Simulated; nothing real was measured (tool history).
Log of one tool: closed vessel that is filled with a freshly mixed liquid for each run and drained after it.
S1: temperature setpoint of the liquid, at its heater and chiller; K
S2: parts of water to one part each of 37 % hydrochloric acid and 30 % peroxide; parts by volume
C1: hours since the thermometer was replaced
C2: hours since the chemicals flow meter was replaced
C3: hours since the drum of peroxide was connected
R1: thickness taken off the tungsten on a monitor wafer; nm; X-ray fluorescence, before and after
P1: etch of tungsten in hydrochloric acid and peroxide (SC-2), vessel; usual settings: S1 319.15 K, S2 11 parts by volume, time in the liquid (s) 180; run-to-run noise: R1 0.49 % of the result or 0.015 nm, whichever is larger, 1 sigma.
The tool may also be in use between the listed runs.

Run 1, hour 6.8: S1 319.15 K, S2 11 parts by volume, time in the liquid (s) 180; C1 297.1; C2 507; C3 551.4. Result: R1 15.363 nm.
Run 2, hour 14.6: S1 319.15 K, S2 11 parts by volume, time in the liquid (s) 180; C1 304.9; C2 514.8; C3 559.2. Result: R1 15.388 nm.
Run 3, hour 22.1: S1 319.15 K, S2 11 parts by volume, time in the liquid (s) 180; C1 312.4; C2 522.3; C3 566.7. Result: R1 15.45 nm.
Run 4, hour 31: S1 319.15 K, S2 11 parts by volume, time in the liquid (s) 180; C1 321.3; C2 531.2; C3 575.6. Result: R1 15.537 nm.
Run 5, hour 40.6: S1 319.15 K, S2 19 parts by volume, time in the liquid (s) 180; C1 330.9; C2 540.8; C3 585.2. Result: R1 9.5454 nm.
Run 6, hour 45.3: S1 319.15 K, S2 11 parts by volume, time in the liquid (s) 285; C1 335.6; C2 545.5; C3 589.9. Result: R1 24.524 nm.
Run 7, hour 53.4: S1 319.15 K, S2 11 parts by volume, time in the liquid (s) 180; C1 343.7; C2 553.6; C3 598. Result: R1 15.357 nm.
Run 8, hour 58: S1 319.15 K, S2 11 parts by volume, time in the liquid (s) 180; C1 348.3; C2 558.2; C3 602.6. Result: R1 15.517 nm.
Run 9, hour 64.2: S1 308.15 K, S2 11 parts by volume, time in the liquid (s) 180; C1 354.5; C2 564.4; C3 608.8. Result: R1 7.1587 nm.
Run 10, hour 71.4: S1 319.15 K, S2 4 parts by volume, time in the liquid (s) 180; C1 361.7; C2 571.6; C3 616. Result: R1 33.334 nm.
Run 11, hour 76.5: S1 319.15 K, S2 11 parts by volume, time in the liquid (s) 40; C1 366.8; C2 576.7; C3 621.1. Result: R1 3.4367 nm.
Run 12, hour 84: S1 333.65 K, S2 11 parts by volume, time in the liquid (s) 180; C1 374.3; C2 584.2; C3 628.6. Result: R1 40.134 nm.
Run 13, hour 91.8: S1 319.15 K, S2 14.5 parts by volume, time in the liquid (s) 320; C1 382.1; C2 592; C3 636.4. Result: R1 21.735 nm.
Run 14, hour 100.2: S1 319.15 K, S2 11 parts by volume, time in the liquid (s) 180; C1 390.5; C2 600.4; C3 644.8. Result: R1 15.546 nm.
Run 15, hour 107.5: S1 319.15 K, S2 11 parts by volume, time in the liquid (s) 180; C1 397.8; C2 607.7; C3 652.1. Result: R1 15.339 nm.
Run 16, hour 116.8: S1 319.15 K, S2 11 parts by volume, time in the liquid (s) 180; C1 407.1; C2 617; C3 661.4. Result: R1 15.008 nm.
Run 17, hour 123.2: S1 319.15 K, S2 11 parts by volume, time in the liquid (s) 180; C1 413.5; C2 623.4; C3 667.8. Result: R1 14.632 nm.
Run 18, hour 132: S1 319.15 K, S2 11 parts by volume, time in the liquid (s) 180; C1 422.3; C2 632.2; C3 676.6. Result: R1 14.412 nm.
Run 19, hour 137.5: S1 319.15 K, S2 11 parts by volume, time in the liquid (s) 180; C1 427.8; C2 637.7; C3 682.1. Result: R1 14.313 nm.
Run 20, hour 146.1: S1 319.15 K, S2 11 parts by volume, time in the liquid (s) 180; C1 436.4; C2 646.3; C3 690.7. Result: R1 14.35 nm.
At hour 149.9: new drum of peroxide connected.
Run 21, hour 155.3: S1 319.15 K, S2 11 parts by volume, time in the liquid (s) 180; C1 445.6; C2 655.5; C3 5.5. Result: R1 14.114 nm.
Run 22, hour 161.1: S1 319.15 K, S2 11 parts by volume, time in the liquid (s) 180; C1 451.4; C2 661.3; C3 11.3. Result: R1 14.18 nm.
Run 23, hour 168.8: S1 319.15 K, S2 11 parts by volume, time in the liquid (s) 180; C1 459.1; C2 669; C3 19. Result: R1 14.113 nm.
Run 24, hour 175.4: S1 319.15 K, S2 11 parts by volume, time in the liquid (s) 180; C1 465.7; C2 675.6; C3 25.6. Result: R1 14.264 nm.

Something has made what P1 gives creep away from where it was; the 2 causes below, each at its own stated size, fit the log equally well:
A: liquid colder than its thermometer reads (K) = 1.26
B: chemicals flow below the setpoint (%) = 9.62
Onset of the creep was near hour 107.5.
The rest of the possible causes, and what rules out each one:
peroxide weaker than its label (%): serviced at hour 149.9, after the change had begun; the process did not return to its earlier output

4 check runs are offered, each on 3 wafers whose results are averaged, their results left as question marks. Which one tells the causes apart?
Run check 1, hour 182: S1 324.65 K, S2 11 parts by volume, time in the liquid (s) 60. Result: R1 ?.
Run check 2, hour 182: S1 327.15 K, S2 11 parts by volume, time in the liquid (s) 180. Result: R1 ?.
Run check 3, hour 182: S1 313.65 K, S2 4 parts by volume, time in the liquid (s) 180. Result: R1 ?.
Run check 4, hour 182: S1 319.15 K, S2 17.5 parts by volume, time in the liquid (s) 180. Result: R1 ?.

How each check would come out, cause by cause:
  check  result    if A    if B
check 1      R1  6.8538  6.8354
check 2      R1  24.254  24.158
check 3      R1  20.873  21.315
check 4      R1  9.4445  9.3996
Distance between the nearest two causes, measured in the result of the check that separates them most: check 1 0.27 %; check 2 0.4 %; check 3 2.09 %; check 4 0.48 %
Of the check runs offered, only check 3 discriminates between the causes; the rest would read about the same regardless of which cause applies.

With check 3 done, the readings were: R1 21.284 nm. Identify which of the listed causes applies.

Of the candidate causes, it is B: chemicals flow below the setpoint (%).

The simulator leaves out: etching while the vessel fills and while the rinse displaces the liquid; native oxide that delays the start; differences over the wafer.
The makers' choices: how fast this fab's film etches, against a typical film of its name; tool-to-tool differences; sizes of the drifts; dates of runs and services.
